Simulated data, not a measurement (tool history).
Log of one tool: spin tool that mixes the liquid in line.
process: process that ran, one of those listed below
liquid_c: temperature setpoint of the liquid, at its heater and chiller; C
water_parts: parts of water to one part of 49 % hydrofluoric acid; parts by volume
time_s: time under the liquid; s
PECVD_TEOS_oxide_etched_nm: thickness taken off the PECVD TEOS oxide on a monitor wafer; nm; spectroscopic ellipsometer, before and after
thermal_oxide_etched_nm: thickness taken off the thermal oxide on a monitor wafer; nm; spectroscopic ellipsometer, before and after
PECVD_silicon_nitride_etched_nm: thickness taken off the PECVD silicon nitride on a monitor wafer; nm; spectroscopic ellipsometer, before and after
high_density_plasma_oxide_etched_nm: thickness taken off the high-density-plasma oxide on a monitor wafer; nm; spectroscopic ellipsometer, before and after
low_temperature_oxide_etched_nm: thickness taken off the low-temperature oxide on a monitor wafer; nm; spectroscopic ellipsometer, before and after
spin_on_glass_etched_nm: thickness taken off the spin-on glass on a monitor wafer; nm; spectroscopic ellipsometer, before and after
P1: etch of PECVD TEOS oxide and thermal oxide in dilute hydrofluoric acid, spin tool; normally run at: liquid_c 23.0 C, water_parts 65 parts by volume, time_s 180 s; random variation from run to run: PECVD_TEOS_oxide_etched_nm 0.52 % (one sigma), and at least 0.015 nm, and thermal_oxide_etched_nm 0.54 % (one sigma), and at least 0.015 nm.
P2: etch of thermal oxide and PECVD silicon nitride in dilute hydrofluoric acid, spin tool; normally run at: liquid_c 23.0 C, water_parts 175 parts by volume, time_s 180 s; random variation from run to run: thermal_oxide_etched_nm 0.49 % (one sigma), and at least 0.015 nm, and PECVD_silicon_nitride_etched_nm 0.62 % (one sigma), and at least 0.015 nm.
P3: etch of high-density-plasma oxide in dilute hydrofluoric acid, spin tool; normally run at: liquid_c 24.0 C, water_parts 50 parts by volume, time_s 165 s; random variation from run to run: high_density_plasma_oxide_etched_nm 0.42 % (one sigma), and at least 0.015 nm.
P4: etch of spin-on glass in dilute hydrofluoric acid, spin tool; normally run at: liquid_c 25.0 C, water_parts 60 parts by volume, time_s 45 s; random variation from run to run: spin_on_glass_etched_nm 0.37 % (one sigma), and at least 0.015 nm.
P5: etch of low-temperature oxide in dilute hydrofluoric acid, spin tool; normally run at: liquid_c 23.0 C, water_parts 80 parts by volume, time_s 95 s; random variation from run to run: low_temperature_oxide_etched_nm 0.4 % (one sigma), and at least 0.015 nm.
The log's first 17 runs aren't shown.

| run | hour | process | liquid_c | water_parts | time_s | hours since the thermometer was replaced | hours since the hydrofluoric acid flow meter was replaced | PECVD_TEOS_oxide_etched_nm | thermal_oxide_etched_nm | PECVD_silicon_nitride_etched_nm | high_density_plasma_oxide_etched_nm | low_temperature_oxide_etched_nm | spin_on_glass_etched_nm |
|---|---|---|---|---|---|---|---|---|---|---|---|---|---|
| 18 | 136.6 | P1 | 28.0 | 65 | 180 | 1437.6 | 212.5 | 48.5480 | 16.80400 |  |  |  |  |
| 19 | 143.9 | P1 | 19.0 | 25 | 180 | 1444.9 | 219.8 | 91.4340 | 31.73800 |  |  |  |  |
| 20 | 154.7 | P1 | 17.0 | 65 | 25 | 1455.7 | 230.6 | 4.2506 | 1.45730 |  |  |  |  |
| 21 | 164.6 | P1 | 23.0 | 65 | 180 | 1465.6 | 240.5 | 39.5210 | 13.64400 |  |  |  |  |
| 22 | 175.0 | P3 | 24.0 | 50 | 165 | 1476.0 | 250.9 |  |  |  | 27.5280 |  |  |
| 23 | 185.2 | P4 | 25.0 | 110 | 45 | 1486.2 | 261.1 |  |  |  |  |  | 17.355 |
| 24 | 190.3 | P1 | 23.0 | 65 | 180 | 1491.3 | 266.2 | 39.5640 | 13.56700 |  |  |  |  |
| 25 | 196.8 | P1 | 23.0 | 65 | 180 | 1497.8 | 272.7 | 39.5150 | 13.58400 |  |  |  |  |
| 26 | 203.8 | P2 | 23.0 | 175 | 180 | 1504.8 | 279.7 |  | 4.54070 | 4.43100 |  |  |  |
| 27 | 209.6 | P5 | 23.0 | 30 | 95 | 1510.6 | 285.5 |  |  |  |  | 72.382 |  |
| 28 | 216.5 | P4 | 30.5 | 60 | 45 | 1517.5 | 292.4 |  |  |  |  |  | 42.274 |
| 29 | 222.3 | P3 | 17.5 | 50 | 165 | 1523.3 | 298.2 |  |  |  | 20.8680 |  |  |
| 30 | 227.1 | P1 | 23.0 | 65 | 180 | 1528.1 | 303.0 | 39.6080 | 13.64200 |  |  |  |  |
| 31 | 233.3 | P2 | 23.0 | 65 | 180 | 1534.3 | 309.2 |  | 14.03900 | 11.59500 |  |  |  |
| 32 | 242.3 | P1 | 19.5 | 65 | 180 | 1543.3 | 318.2 | 34.2150 | 11.86900 |  |  |  |  |
| 33 | 248.2 | P1 | 23.0 | 65 | 180 | 1549.2 | 324.1 | 39.4980 | 13.63500 |  |  |  |  |
| 34 | 255.3 | P1 | 23.0 | 65 | 180 | 1556.3 | 331.2 | 40.5810 | 14.04900 |  |  |  |  |
| 35 | 260.5 | P1 | 23.0 | 65 | 180 | 1561.5 | 336.4 | 40.8550 | 14.31200 |  |  |  |  |
| 36 | 268.2 | P1 | 23.0 | 65 | 180 | 1569.2 | 344.1 | 41.9090 | 14.41200 |  |  |  |  |
| 37 | 278.8 | P1 | 23.0 | 65 | 180 | 1579.8 | 354.7 | 41.9520 | 14.44500 |  |  |  |  |

Run 38 comes next. What will it give?
| 38 | 284.3 | P1 | 23.0 | 65 | 180 | 1585.3 | 360.2 | ? | ? |  |  |  |  |

PECVD_TEOS_oxide_etched_nm: 41.8790 nm
thermal_oxide_etched_nm: 14.70700 nm
